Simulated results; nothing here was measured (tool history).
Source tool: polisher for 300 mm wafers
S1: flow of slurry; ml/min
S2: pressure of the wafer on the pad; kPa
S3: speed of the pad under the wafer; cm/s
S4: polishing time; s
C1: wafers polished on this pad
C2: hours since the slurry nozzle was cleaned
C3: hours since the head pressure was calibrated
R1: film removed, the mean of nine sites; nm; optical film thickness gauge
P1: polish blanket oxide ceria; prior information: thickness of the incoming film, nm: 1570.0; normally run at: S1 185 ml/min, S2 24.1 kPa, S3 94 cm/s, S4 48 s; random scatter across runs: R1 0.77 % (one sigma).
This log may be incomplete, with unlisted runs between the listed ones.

Run 1, hour 9: S1 185 ml/min, S2 24.1 kPa, S3 94 cm/s, S4 48 s; C1 807; C2 368.4; C3 264.8. Result: R1 215.14 nm.
Run 2, hour 17.1: S1 270 ml/min, S2 24.1 kPa, S3 94 cm/s, S4 48 s; C1 895; C2 376.5; C3 272.9. Result: R1 222.63 nm.
Run 3, hour 26.9: S1 185 ml/min, S2 24.1 kPa, S3 94 cm/s, S4 48 s; C1 1001; C2 386.3; C3 282.7. Result: R1 216.48 nm.
Run 4, hour 40.6: S1 240 ml/min, S2 37.2 kPa, S3 94 cm/s, S4 48 s; C1 1150; C2 400; C3 296.4. Result: R1 341.55 nm.
Run 5, hour 49.7: S1 185 ml/min, S2 24.1 kPa, S3 94 cm/s, S4 48 s; C1 1249; C2 409.1; C3 305.5. Result: R1 214.56 nm.
Run 6, hour 60.8: S1 185 ml/min, S2 24.1 kPa, S3 94 cm/s, S4 48 s; C1 1369; C2 420.2; C3 316.6. Result: R1 217.11 nm.
Run 7, hour 67: S1 185 ml/min, S2 32.4 kPa, S3 94 cm/s, S4 48 s; C1 1437; C2 426.4; C3 322.8. Result: R1 292.28 nm.
Run 8, hour 77.9: S1 185 ml/min, S2 24.1 kPa, S3 94 cm/s, S4 34 s; C1 1555; C2 437.3; C3 333.7. Result: R1 151.79 nm.
Run 9, hour 91.4: S1 185 ml/min, S2 13.8 kPa, S3 94 cm/s, S4 48 s; C1 1702; C2 450.8; C3 347.2. Result: R1 121.08 nm.
Run 10, hour 102.1: S1 110 ml/min, S2 24.1 kPa, S3 94 cm/s, S4 48 s; C1 1818; C2 461.5; C3 357.9. Result: R1 195.62 nm.
Run 11, hour 114.8: S1 185 ml/min, S2 24.1 kPa, S3 94 cm/s, S4 48 s; C1 1956; C2 474.2; C3 370.6. Result: R1 215.66 nm.
Run 12, hour 127.5: S1 185 ml/min, S2 24.1 kPa, S3 94 cm/s, S4 48 s; C1 2094; C2 486.9; C3 383.3. Result: R1 217.84 nm.
Run 13, hour 135.9: S1 270 ml/min, S2 32.4 kPa, S3 94 cm/s, S4 48 s; C1 2185; C2 495.3; C3 391.7. Result: R1 299.49 nm.
At hour 140.8: worn pad replaced by a new one.
Run 14, hour 142.4: S1 185 ml/min, S2 24.1 kPa, S3 94 cm/s, S4 71 s; C1 17; C2 501.8; C3 398.2. Result: R1 322.09 nm.
Run 15, hour 155.5: S1 115 ml/min, S2 24.1 kPa, S3 128 cm/s, S4 48 s; C1 159; C2 514.9; C3 411.3. Result: R1 270.53 nm.
Run 16, hour 167.7: S1 185 ml/min, S2 24.1 kPa, S3 148 cm/s, S4 48 s; C1 292; C2 527.1; C3 423.5. Result: R1 345.62 nm.
Run 17, hour 180: S1 185 ml/min, S2 24.1 kPa, S3 62 cm/s, S4 48 s; C1 425; C2 539.4; C3 435.8. Result: R1 140.62 nm.
Run 18, hour 188.9: S1 185 ml/min, S2 24.1 kPa, S3 94 cm/s, S4 48 s; C1 522; C2 548.3; C3 444.7. Result: R1 217.9 nm.
Run 19, hour 196: S1 185 ml/min, S2 24.1 kPa, S3 94 cm/s, S4 48 s; C1 599; C2 555.4; C3 451.8. Result: R1 212.09 nm.
Run 20, hour 209.9: S1 185 ml/min, S2 24.1 kPa, S3 94 cm/s, S4 48 s; C1 750; C2 569.3; C3 465.7. Result: R1 205.3 nm.
Run 21, hour 217.3: S1 185 ml/min, S2 24.1 kPa, S3 94 cm/s, S4 48 s; C1 830; C2 576.7; C3 473.1. Result: R1 201.57 nm.
Run 22, hour 228.1: S1 185 ml/min, S2 24.1 kPa, S3 94 cm/s, S4 48 s; C1 948; C2 587.5; C3 483.9. Result: R1 203.95 nm.
At hour 235.3: worn pad replaced by a new one.
Run 23, hour 237.9: S1 185 ml/min, S2 24.1 kPa, S3 94 cm/s, S4 48 s; C1 29; C2 597.3; C3 493.7. Result: R1 202.6 nm.
Run 24, hour 248.6: S1 185 ml/min, S2 24.1 kPa, S3 94 cm/s, S4 48 s; C1 145; C2 608; C3 504.4. Result: R1 200.84 nm.
Run 25, hour 258.2: S1 185 ml/min, S2 24.1 kPa, S3 94 cm/s, S4 48 s; C1 249; C2 617.6; C3 514. Result: R1 201.37 nm.
Run 26, hour 267.6: S1 185 ml/min, S2 24.1 kPa, S3 94 cm/s, S4 48 s; C1 351; C2 627; C3 523.4. Result: R1 197.43 nm.
Run 27, hour 278.7: S1 185 ml/min, S2 24.1 kPa, S3 94 cm/s, S4 48 s; C1 472; C2 638.1; C3 534.5. Result: R1 198.47 nm.

Compared with where it was, what P1 gives has crept away. Each cause listed below fits the log as well as the rest, at the size given for it:
A: head's pressure below its setpoint, % = 7.57
B: slurry flow missing at the pad, % = 36.1
Onset of the creep was near hour 188.9.
Ruled out, with reasons:
removal rate lost through wear of the pad, %: serviced at hour 235.3, after the change had begun; the process did not return to its earlier output

4 check runs are offered, each on 2 wafers whose results are averaged, their results left as question marks. Which one tells the causes apart?
Run check 1, hour 289.8: S1 110 ml/min, S2 24.1 kPa, S3 94 cm/s, S4 48 s. Result: R1 ?.
Run check 2, hour 289.8: S1 185 ml/min, S2 24.1 kPa, S3 76 cm/s, S4 38 s. Result: R1 ?.
Run check 3, hour 289.8: S1 185 ml/min, S2 24.1 kPa, S3 138 cm/s, S4 48 s. Result: R1 ?.
Run check 4, hour 289.8: S1 185 ml/min, S2 19.3 kPa, S3 144 cm/s, S4 48 s. Result: R1 ?.

Outcome of each check run for each possible cause:
  check  result    if A    if B
check 1      R1  181.35  173.11
check 2      R1   127.6   127.6
check 3      R1  292.66  292.66
check 4      R1  244.31  244.31
Separation of the two closest causes in each check, using whichever result separates them best: check 1 4.65 %; check 2 0 %; check 3 0 %; check 4 0 %
Check 1 tells the causes apart: in the others they would give nearly the same result.

Check 1 was carried out, with these results: R1 181.33 nm. Which of the listed causes is responsible?

It was cause A: head's pressure below its setpoint, %.

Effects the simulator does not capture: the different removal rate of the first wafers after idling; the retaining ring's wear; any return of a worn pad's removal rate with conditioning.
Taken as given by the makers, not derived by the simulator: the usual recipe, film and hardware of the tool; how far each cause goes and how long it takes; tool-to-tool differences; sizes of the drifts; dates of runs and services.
